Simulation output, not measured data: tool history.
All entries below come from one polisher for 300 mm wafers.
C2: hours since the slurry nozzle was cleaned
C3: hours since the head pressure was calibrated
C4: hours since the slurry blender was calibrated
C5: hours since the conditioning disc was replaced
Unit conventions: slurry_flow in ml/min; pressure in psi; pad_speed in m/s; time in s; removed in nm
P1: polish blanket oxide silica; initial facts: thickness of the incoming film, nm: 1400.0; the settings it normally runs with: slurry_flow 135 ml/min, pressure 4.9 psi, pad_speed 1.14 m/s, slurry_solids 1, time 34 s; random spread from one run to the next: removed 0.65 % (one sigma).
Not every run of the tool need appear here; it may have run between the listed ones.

{"run": 1, "hour": 9.9, "slurry_flow": 135, "pressure": 4.9, "pad_speed": 1.14, "slurry_solids": 1, "time": 34, "wafers polished on this pad": 682, "C2": 159.1, "C3": 434.6, "C4": 253.3, "C5": 65.9, "removed": 129.86}
{"run": 2, "hour": 21.1, "slurry_flow": 135, "pressure": 4.9, "pad_speed": 1.14, "slurry_solids": 1.25, "time": 34, "wafers polished on this pad": 829, "C2": 170.3, "C3": 445.8, "C4": 264.5, "C5": 77.1, "removed": 144.32}
{"run": 3, "hour": 34.0, "slurry_flow": 135, "pressure": 4.9, "pad_speed": 1.68, "slurry_solids": 1, "time": 34, "wafers polished on this pad": 999, "C2": 183.2, "C3": 458.7, "C4": 277.4, "C5": 90, "removed": 177.99}
{"run": 4, "hour": 41.6, "slurry_flow": 135, "pressure": 4.9, "pad_speed": 1.14, "slurry_solids": 1, "time": 34, "wafers polished on this pad": 1099, "C2": 190.8, "C3": 466.3, "C4": 285, "C5": 97.6, "removed": 130.2}
{"run": 5, "hour": 47.9, "slurry_flow": 135, "pressure": 6.6, "pad_speed": 1.14, "slurry_solids": 1, "time": 25, "wafers polished on this pad": 1182, "C2": 197.1, "C3": 472.6, "C4": 291.3, "C5": 103.9, "removed": 128.5}
{"run": 6, "hour": 54.9, "slurry_flow": 135, "pressure": 4.9, "pad_speed": 1.14, "slurry_solids": 1, "time": 50, "wafers polished on this pad": 1274, "C2": 204.1, "C3": 479.6, "C4": 298.3, "C5": 110.9, "removed": 190.18}
{"run": 7, "hour": 61.0, "slurry_flow": 135, "pressure": 4.9, "pad_speed": 1.14, "slurry_solids": 1, "time": 34, "wafers polished on this pad": 1354, "C2": 210.2, "C3": 485.7, "C4": 304.4, "C5": 117, "removed": 128.97}
{"run": 8, "hour": 67.3, "slurry_flow": 135, "pressure": 4.9, "pad_speed": 1.14, "slurry_solids": 1, "time": 15, "wafers polished on this pad": 1437, "C2": 216.5, "C3": 492, "C4": 310.7, "C5": 123.3, "removed": 57.39}
{"run": 9, "hour": 75.7, "slurry_flow": 205, "pressure": 4.9, "pad_speed": 1.14, "slurry_solids": 1, "time": 34, "wafers polished on this pad": 1548, "C2": 224.9, "C3": 500.4, "C4": 319.1, "C5": 131.7, "removed": 138.63}
{"run": 10, "hour": 85.8, "slurry_flow": 135, "pressure": 2.9, "pad_speed": 1.14, "slurry_solids": 1, "time": 34, "wafers polished on this pad": 1681, "C2": 235, "C3": 510.5, "C4": 329.2, "C5": 141.8, "removed": 77.059}
{"run": 11, "hour": 91.6, "slurry_flow": 135, "pressure": 4.9, "pad_speed": 0.54, "slurry_solids": 1, "time": 34, "wafers polished on this pad": 1757, "C2": 240.8, "C3": 516.3, "C4": 335, "C5": 147.6, "removed": 71.247}
{"run": 12, "hour": 102.4, "slurry_flow": 135, "pressure": 4.9, "pad_speed": 1.14, "slurry_solids": 0.6, "time": 34, "wafers polished on this pad": 1899, "C2": 251.6, "C3": 527.1, "C4": 345.8, "C5": 158.4, "removed": 99.508}
{"run": 13, "hour": 112.7, "slurry_flow": 135, "pressure": 7.4, "pad_speed": 1.14, "slurry_solids": 1, "time": 34, "wafers polished on this pad": 2035, "C2": 261.9, "C3": 537.4, "C4": 356.1, "C5": 168.7, "removed": 196.23}
{"run": 14, "hour": 124.7, "slurry_flow": 80, "pressure": 4.9, "pad_speed": 1.14, "slurry_solids": 1, "time": 34, "wafers polished on this pad": 2193, "C2": 273.9, "C3": 549.4, "C4": 368.1, "C5": 180.7, "removed": 114.69}
{"run": 15, "hour": 132.9, "slurry_flow": 135, "pressure": 4.9, "pad_speed": 1.14, "slurry_solids": 1, "time": 34, "wafers polished on this pad": 2301, "C2": 282.1, "C3": 557.6, "C4": 376.3, "C5": 188.9, "removed": 129.13}
{"run": 16, "hour": 138.9, "slurry_flow": 135, "pressure": 4.9, "pad_speed": 1.14, "slurry_solids": 1, "time": 34, "wafers polished on this pad": 2380, "C2": 288.1, "C3": 563.6, "C4": 382.3, "C5": 194.9, "removed": 130.12}
{"run": 17, "hour": 151.5, "slurry_flow": 135, "pressure": 4.9, "pad_speed": 1.14, "slurry_solids": 1, "time": 34, "wafers polished on this pad": 2546, "C2": 300.7, "C3": 576.2, "C4": 394.9, "C5": 207.5, "removed": 129.11}
{"run": 18, "hour": 163.2, "slurry_flow": 135, "pressure": 4.9, "pad_speed": 1.14, "slurry_solids": 1, "time": 34, "wafers polished on this pad": 2700, "C2": 312.4, "C3": 587.9, "C4": 406.6, "C5": 219.2, "removed": 124.86}
{"run": 19, "hour": 170.2, "slurry_flow": 135, "pressure": 4.9, "pad_speed": 1.14, "slurry_solids": 1, "time": 34, "wafers polished on this pad": 2792, "C2": 319.4, "C3": 594.9, "C4": 413.6, "C5": 226.2, "removed": 122.51}
{"run": 20, "hour": 177.5, "slurry_flow": 135, "pressure": 4.9, "pad_speed": 1.14, "slurry_solids": 1, "time": 34, "wafers polished on this pad": 2888, "C2": 326.7, "C3": 602.2, "C4": 420.9, "C5": 233.5, "removed": 121.3}
{"hour": 184.8, "done": "slurry nozzle cleaned"}
{"run": 21, "hour": 184.9, "slurry_flow": 135, "pressure": 4.9, "pad_speed": 1.14, "slurry_solids": 1, "time": 34, "wafers polished on this pad": 2985, "C2": 0.1, "C3": 609.6, "C4": 428.3, "C5": 240.9, "removed": 118.93}
{"hour": 189.1, "done": "head pressure recalibrated"}
{"run": 22, "hour": 197.8, "slurry_flow": 135, "pressure": 4.9, "pad_speed": 1.14, "slurry_solids": 1, "time": 34, "wafers polished on this pad": 3155, "C2": 13, "C3": 8.8, "C4": 441.2, "C5": 253.8, "removed": 117.23}
{"run": 23, "hour": 206.8, "slurry_flow": 135, "pressure": 4.9, "pad_speed": 1.14, "slurry_solids": 1, "time": 34, "wafers polished on this pad": 3274, "C2": 22, "C3": 17.8, "C4": 450.2, "C5": 262.8, "removed": 116.4}
{"hour": 208.7, "done": "conditioning disc replaced and pad reconditioned"}
{"run": 24, "hour": 219.1, "slurry_flow": 135, "pressure": 4.9, "pad_speed": 1.14, "slurry_solids": 1, "time": 34, "wafers polished on this pad": 3436, "C2": 34.3, "C3": 30.1, "C4": 462.5, "C5": 10.4, "removed": 118.6}
{"run": 25, "hour": 229.2, "slurry_flow": 135, "pressure": 4.9, "pad_speed": 1.14, "slurry_solids": 1, "time": 34, "wafers polished on this pad": 3569, "C2": 44.4, "C3": 40.2, "C4": 472.6, "C5": 20.5, "removed": 116.7}

P1 has crept away from where it was. The log is fitted equally well by each of these 2 causes, at the sizes shown:
A: removal rate lost through wear of the pad, % = 10.2
B: abrasive missing from the slurry, % = 20.1
At approximately hour 151.5, the process output began to creep.
Excluded causes, each with its reason:
slurry flow missing at the pad, %: maintenance at hour 184.8, after the shift began, did not return the process to its former output
head's pressure below its setpoint, %: maintenance at hour 189.1, after the shift began, did not return the process to its former output
time polished since the conditioner stopped cutting, s: maintenance at hour 208.7, after the shift began, did not return the process to its former output

Which of the check runs below tells the causes apart, meaning the causes would give it clearly different results? Each run uses 3 wafers whose results are averaged, and each result is shown as a question mark.
{"run": "check 1", "hour": 239.3, "slurry_flow": 135, "pressure": 3.8, "pad_speed": 1.14, "slurry_solids": 1, "time": 16, "removed": "?"}
{"run": "check 2", "hour": 239.3, "slurry_flow": 80, "pressure": 4.9, "pad_speed": 1.14, "slurry_solids": 1, "time": 17, "removed": "?"}
{"run": "check 3", "hour": 239.3, "slurry_flow": 165, "pressure": 4.9, "pad_speed": 1.14, "slurry_solids": 1, "time": 34, "removed": "?"}
{"run": "check 4", "hour": 239.3, "slurry_flow": 85, "pressure": 4.9, "pad_speed": 1.14, "slurry_solids": 0.6, "time": 34, "removed": "?"}

How each check would come out, cause by cause:
check=check_1 result=removed if_A=42.623 if_B=42.594
check=check_2 result=removed if_A=51.409 if_B=51.374
check=check_3 result=removed if_A=120.95 if_B=120.87
check=check_4 result=removed if_A=80.335 if_B=78.045
How far apart the two closest causes lie, in the result that separates them most: check 1 0.07 %; check 2 0.07 %; check 3 0.07 %; check 4 2.89 %
Only check 4 tells the causes apart: in the others they would give nearly the same result.

Check 4 was carried out, with these results: removed 80.087 nm. Which of the listed causes is responsible?

It was cause A: removal rate lost through wear of the pad, %.
